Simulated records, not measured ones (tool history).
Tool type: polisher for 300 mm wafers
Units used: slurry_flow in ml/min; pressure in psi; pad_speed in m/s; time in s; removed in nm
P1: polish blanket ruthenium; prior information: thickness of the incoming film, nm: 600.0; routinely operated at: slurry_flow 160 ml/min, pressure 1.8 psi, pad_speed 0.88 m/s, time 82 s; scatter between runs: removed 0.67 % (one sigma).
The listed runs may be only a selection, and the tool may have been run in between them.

run  hour  slurry_flow  pressure  pad_speed  time  removed
  1   4.3          160       1.8       0.88    82   86.245
  2   8.7          160       1.8       0.88   127    135.4
  3  14.9          160       1.2       1.34    82   86.892
  4  22.9          160       2.8       0.88    82   134.22
  5  30.3          160       1.8       1.12    82   109.97
  6  35.5          160       1.8       0.48    82   46.935
  7  39.7          100       1.8       0.88    82   78.126
  8  48.6          160       1.8       0.88    82   85.661
  9  55.5          160       1.4        0.5    82   38.022
 10  63.3          160         1       0.88    82   47.359
 11  72.7          160       1.8       0.88    82   85.305
 12  78.3          160       1.8       0.88    82   86.639
 13    83          215       1.8       0.88    82   90.477
 14  87.4           95       1.4       0.88    82   60.778
 15  92.5          160       1.8       0.88    82   85.258

Run 16, settings as shown, results not yet in. Your forecast:
 16   102          160       1.8       0.88    82        ?

removed: 86.185 nm

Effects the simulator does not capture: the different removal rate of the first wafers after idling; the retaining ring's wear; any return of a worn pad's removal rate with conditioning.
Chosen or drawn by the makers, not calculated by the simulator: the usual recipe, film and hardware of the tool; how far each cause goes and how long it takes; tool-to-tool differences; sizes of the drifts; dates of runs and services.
